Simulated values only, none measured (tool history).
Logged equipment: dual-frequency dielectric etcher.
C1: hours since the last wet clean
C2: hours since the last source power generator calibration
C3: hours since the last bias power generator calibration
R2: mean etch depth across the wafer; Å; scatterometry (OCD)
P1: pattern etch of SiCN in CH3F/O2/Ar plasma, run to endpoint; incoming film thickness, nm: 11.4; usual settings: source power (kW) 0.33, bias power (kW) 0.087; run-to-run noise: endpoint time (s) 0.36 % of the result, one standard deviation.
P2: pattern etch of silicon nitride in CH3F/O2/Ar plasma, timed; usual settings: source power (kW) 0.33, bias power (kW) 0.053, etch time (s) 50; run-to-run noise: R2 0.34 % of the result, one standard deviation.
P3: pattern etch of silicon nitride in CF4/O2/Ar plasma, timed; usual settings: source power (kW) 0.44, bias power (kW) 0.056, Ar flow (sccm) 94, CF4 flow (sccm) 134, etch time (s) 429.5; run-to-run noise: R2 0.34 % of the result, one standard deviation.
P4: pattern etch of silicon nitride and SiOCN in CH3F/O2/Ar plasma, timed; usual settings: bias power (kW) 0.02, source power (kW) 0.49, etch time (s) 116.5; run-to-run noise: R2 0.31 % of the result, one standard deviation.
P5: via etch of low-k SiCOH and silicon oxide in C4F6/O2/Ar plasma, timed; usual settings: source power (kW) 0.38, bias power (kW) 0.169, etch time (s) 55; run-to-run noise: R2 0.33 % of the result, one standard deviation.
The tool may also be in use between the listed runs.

run 1 hour=8 | process_that_ran=P1 source_power_(kW)=0.33 bias_power_(kW)=0.087 | C1=85.7 C2=427 C3=1675.3 | endpoint_time_(s)=30.923
run 2 hour=20.5 | process_that_ran=P2 source_power_(kW)=0.33 bias_power_(kW)=0.041 etch_time_(s)=50 | C1=98.2 C2=439.5 C3=1687.8 | R2=277.79
run 3 hour=31.2 | process_that_ran=P1 source_power_(kW)=0.25 bias_power_(kW)=0.087 | C1=108.9 C2=450.2 C3=1698.5 | endpoint_time_(s)=34.379
run 4 hour=44.1 | process_that_ran=P4 source_power_(kW)=0.49 bias_power_(kW)=0.028 etch_time_(s)=116.5 | C1=121.8 C2=463.1 C3=1711.4 | R2=189.43
run 5 hour=52.2 | process_that_ran=P4 source_power_(kW)=0.67 bias_power_(kW)=0.02 etch_time_(s)=116.5 | C1=129.9 C2=471.2 C3=1719.5 | R2=181.77
run 6 hour=62.2 | process_that_ran=P2 source_power_(kW)=0.4 bias_power_(kW)=0.053 etch_time_(s)=50 | C1=139.9 C2=481.2 C3=1729.5 | R2=325.2
run 7 hour=68.7 | process_that_ran=P3 source_power_(kW)=0.32 bias_power_(kW)=0.056 etch_time_(s)=429.5 Ar_flow_(sccm)=94 CF4_flow_(sccm)=134 | C1=146.4 C2=487.7 C3=1736 | R2=5878.9
run 8 hour=77.3 | process_that_ran=P2 source_power_(kW)=0.33 bias_power_(kW)=0.053 etch_time_(s)=50 | C1=155 C2=496.3 C3=1744.6 | R2=300.72
run 9 hour=88.7 | process_that_ran=P1 source_power_(kW)=0.33 bias_power_(kW)=0.11 | C1=166.4 C2=507.7 C3=1756 | endpoint_time_(s)=28.373
run 10 hour=97 | process_that_ran=P3 source_power_(kW)=0.44 bias_power_(kW)=0.056 etch_time_(s)=429.5 Ar_flow_(sccm)=58 CF4_flow_(sccm)=134 | C1=174.7 C2=516 C3=1764.3 | R2=8074.5
run 11 hour=111.6 | process_that_ran=P5 source_power_(kW)=0.29 bias_power_(kW)=0.169 etch_time_(s)=55 | C1=189.3 C2=530.6 C3=1778.9 | R2=1249.6
run 12 hour=119.5 | process_that_ran=P1 source_power_(kW)=0.33 bias_power_(kW)=0.087 | C1=197.2 C2=538.5 C3=1786.8 | endpoint_time_(s)=30.962
run 13 hour=126.5 | process_that_ran=P1 source_power_(kW)=0.41 bias_power_(kW)=0.087 | C1=204.2 C2=545.5 C3=1793.8 | endpoint_time_(s)=28.573
run 14 hour=133 | process_that_ran=P3 source_power_(kW)=0.44 bias_power_(kW)=0.056 etch_time_(s)=429.5 Ar_flow_(sccm)=94 CF4_flow_(sccm)=134 | C1=210.7 C2=552 C3=1800.3 | R2=7735.1
run 15 hour=146.8 | process_that_ran=P4 source_power_(kW)=0.49 bias_power_(kW)=0.02 etch_time_(s)=116.5 | C1=224.5 C2=565.8 C3=1814.1 | R2=163
run 16 hour=160 | process_that_ran=P5 source_power_(kW)=0.38 bias_power_(kW)=0.132 etch_time_(s)=55 | C1=237.7 C2=579 C3=1827.3 | R2=1292.2
run 17 hour=170.2 | process_that_ran=P5 source_power_(kW)=0.38 bias_power_(kW)=0.169 etch_time_(s)=55 | C1=247.9 C2=589.2 C3=1837.5 | R2=1397
run 18 hour=184.3 | process_that_ran=P4 source_power_(kW)=0.49 bias_power_(kW)=0.02 etch_time_(s)=64 | C1=262 C2=603.3 C3=1851.6 | R2=89.291
run 19 hour=197.1 | process_that_ran=P3 source_power_(kW)=0.44 bias_power_(kW)=0.056 etch_time_(s)=429.5 Ar_flow_(sccm)=94 CF4_flow_(sccm)=134 | C1=274.8 C2=616.1 C3=1864.4 | R2=7701.8
run 20 hour=209.6 | process_that_ran=P1 source_power_(kW)=0.33 bias_power_(kW)=0.087 | C1=287.3 C2=628.6 C3=1876.9 | endpoint_time_(s)=31.095
run 21 hour=220.6 | process_that_ran=P1 source_power_(kW)=0.45 bias_power_(kW)=0.07 | C1=298.3 C2=639.6 C3=1887.9 | endpoint_time_(s)=29.882
run 22 hour=234.2 | process_that_ran=P1 source_power_(kW)=0.43 bias_power_(kW)=0.055 | C1=311.9 C2=653.2 C3=1901.5 | endpoint_time_(s)=32.898
run 23 hour=242.7 | process_that_ran=P1 source_power_(kW)=0.33 bias_power_(kW)=0.087 | C1=320.4 C2=661.7 C3=1910 | endpoint_time_(s)=31.04
run 24 hour=254.5 | process_that_ran=P3 source_power_(kW)=0.44 bias_power_(kW)=0.056 etch_time_(s)=617.5 Ar_flow_(sccm)=94 CF4_flow_(sccm)=134 | C1=332.2 C2=673.5 C3=1921.8 | R2=11120
run 25 hour=261.5 | process_that_ran=P1 source_power_(kW)=0.33 bias_power_(kW)=0.087 | C1=339.2 C2=680.5 C3=1928.8 | endpoint_time_(s)=30.98
run 26 hour=272.1 | process_that_ran=P2 source_power_(kW)=0.33 bias_power_(kW)=0.053 etch_time_(s)=50 | C1=349.8 C2=691.1 C3=1939.4 | R2=301.68
run 27 hour=280 | process_that_ran=P5 source_power_(kW)=0.38 bias_power_(kW)=0.169 etch_time_(s)=55 | C1=357.7 C2=699 C3=1947.3 | R2=1386.7
-- hour=293 source power generator calibrated
run 28 hour=294.7 | process_that_ran=P1 source_power_(kW)=0.33 bias_power_(kW)=0.062 | C1=372.4 C2=1.7 C3=1962 | endpoint_time_(s)=35.068
run 29 hour=304.4 | process_that_ran=P2 source_power_(kW)=0.33 bias_power_(kW)=0.053 etch_time_(s)=72 | C1=382.1 C2=11.4 C3=1971.7 | R2=434.33
run 30 hour=315.1 | process_that_ran=P5 source_power_(kW)=0.38 bias_power_(kW)=0.169 etch_time_(s)=73 | C1=392.8 C2=22.1 C3=1982.4 | R2=1852.2
run 31 hour=327.1 | process_that_ran=P1 source_power_(kW)=0.33 bias_power_(kW)=0.087 | C1=404.8 C2=34.1 C3=1994.4 | endpoint_time_(s)=31.252
run 32 hour=334.6 | process_that_ran=P1 source_power_(kW)=0.33 bias_power_(kW)=0.087 | C1=412.3 C2=41.6 C3=2001.9 | endpoint_time_(s)=30.989
run 33 hour=342.7 | process_that_ran=P3 source_power_(kW)=0.44 bias_power_(kW)=0.056 etch_time_(s)=429.5 Ar_flow_(sccm)=94 CF4_flow_(sccm)=90 | C1=420.4 C2=49.7 C3=2010 | R2=7387.6
run 34 hour=352.1 | process_that_ran=P3 source_power_(kW)=0.44 bias_power_(kW)=0.079 etch_time_(s)=429.5 Ar_flow_(sccm)=94 CF4_flow_(sccm)=134 | C1=429.8 C2=59.1 C3=2019.4 | R2=8837.4
run 35 hour=359.3 | process_that_ran=P1 source_power_(kW)=0.33 bias_power_(kW)=0.087 | C1=437 C2=66.3 C3=2026.6 | endpoint_time_(s)=31.085
run 36 hour=367.4 | process_that_ran=P1 source_power_(kW)=0.33 bias_power_(kW)=0.087 | C1=445.1 C2=74.4 C3=2034.7 | endpoint_time_(s)=31.059
run 37 hour=381.7 | process_that_ran=P1 source_power_(kW)=0.33 bias_power_(kW)=0.087 | C1=459.4 C2=88.7 C3=2049 | endpoint_time_(s)=31.414
run 38 hour=388.6 | process_that_ran=P1 source_power_(kW)=0.33 bias_power_(kW)=0.087 | C1=466.3 C2=95.6 C3=2055.9 | endpoint_time_(s)=31.26
run 39 hour=395.6 | process_that_ran=P1 source_power_(kW)=0.33 bias_power_(kW)=0.087 | C1=473.3 C2=102.6 C3=2062.9 | endpoint_time_(s)=31.272
run 40 hour=407.1 | process_that_ran=P1 source_power_(kW)=0.33 bias_power_(kW)=0.087 | C1=484.8 C2=114.1 C3=2074.4 | endpoint_time_(s)=31.584
-- hour=414.9 wet clean of the chamber
run 41 hour=420.1 | process_that_ran=P1 source_power_(kW)=0.33 bias_power_(kW)=0.087 | C1=5.2 C2=127.1 C3=2087.4 | endpoint_time_(s)=31.563
run 42 hour=430.7 | process_that_ran=P1 source_power_(kW)=0.33 bias_power_(kW)=0.087 | C1=15.8 C2=137.7 C3=2098 | endpoint_time_(s)=31.43
run 43 hour=442.3 | process_that_ran=P1 source_power_(kW)=0.33 bias_power_(kW)=0.087 | C1=27.4 C2=149.3 C3=2109.6 | endpoint_time_(s)=31.578
run 44 hour=451 | process_that_ran=P1 source_power_(kW)=0.33 bias_power_(kW)=0.087 | C1=36.1 C2=158 C3=2118.3 | endpoint_time_(s)=31.449
run 45 hour=462.9 | process_that_ran=P1 source_power_(kW)=0.33 bias_power_(kW)=0.087 | C1=48 C2=169.9 C3=2130.2 | endpoint_time_(s)=31.562
run 46 hour=472.3 | process_that_ran=P1 source_power_(kW)=0.33 bias_power_(kW)=0.087 | C1=57.4 C2=179.3 C3=2139.6 | endpoint_time_(s)=31.523

Something has made what P1 gives creep away from where it was; the 2 causes below, each at its own stated size, fit the log equally well:
A: bias power that arrives under what is set, % = 4.71
B: source power that arrives under what is set, % = 4.72
The onset of the drift is placed at about hour 359.3.
Excluded causes, each with its reason:
chamber walls in a state that lowers the etch rate, %: serviced at hour 414.9, after the change had begun; the process did not return to its earlier output

You are offered 4 check runs, listed below with question marks in place of their results; each one averages 2 wafers. Which run separates the listed causes by giving clearly different results for each?
run check 1 hour=481.7 | process_that_ran=P4 source_power_(kW)=0.59 bias_power_(kW)=0.02 etch_time_(s)=64.5 | R2=?
run check 2 hour=481.7 | process_that_ran=P5 source_power_(kW)=0.38 bias_power_(kW)=0.169 etch_time_(s)=72 | R2=?
run check 3 hour=481.7 | process_that_ran=P2 source_power_(kW)=0.4 bias_power_(kW)=0.053 etch_time_(s)=67 | R2=?
run check 4 hour=481.7 | process_that_ran=P3 source_power_(kW)=0.35 bias_power_(kW)=0.077 etch_time_(s)=429.5 Ar_flow_(sccm)=94 CF4_flow_(sccm)=134 | R2=?

If the cause were each of the candidates in turn, the checks would give the following:
check=check_1 result=R2 if_A=94.061 if_B=94.355
check=check_2 result=R2 if_A=1798.2 if_B=1791.2
check=check_3 result=R2 if_A=428.56 if_B=427.06
check=check_4 result=R2 if_A=7021 if_B=6863.8
Distance between the nearest two causes, measured in the result of the check that separates them most: check 1 0.31 %; check 2 0.39 %; check 3 0.35 %; check 4 2.27 %
The causes can be told apart only by check 4. The other checks would give nearly the same results under each of them.

Running check 4 produced the following: R2 6827.5 Å. Which one of the listed causes fits?

It is B: source power that arrives under what is set, %.

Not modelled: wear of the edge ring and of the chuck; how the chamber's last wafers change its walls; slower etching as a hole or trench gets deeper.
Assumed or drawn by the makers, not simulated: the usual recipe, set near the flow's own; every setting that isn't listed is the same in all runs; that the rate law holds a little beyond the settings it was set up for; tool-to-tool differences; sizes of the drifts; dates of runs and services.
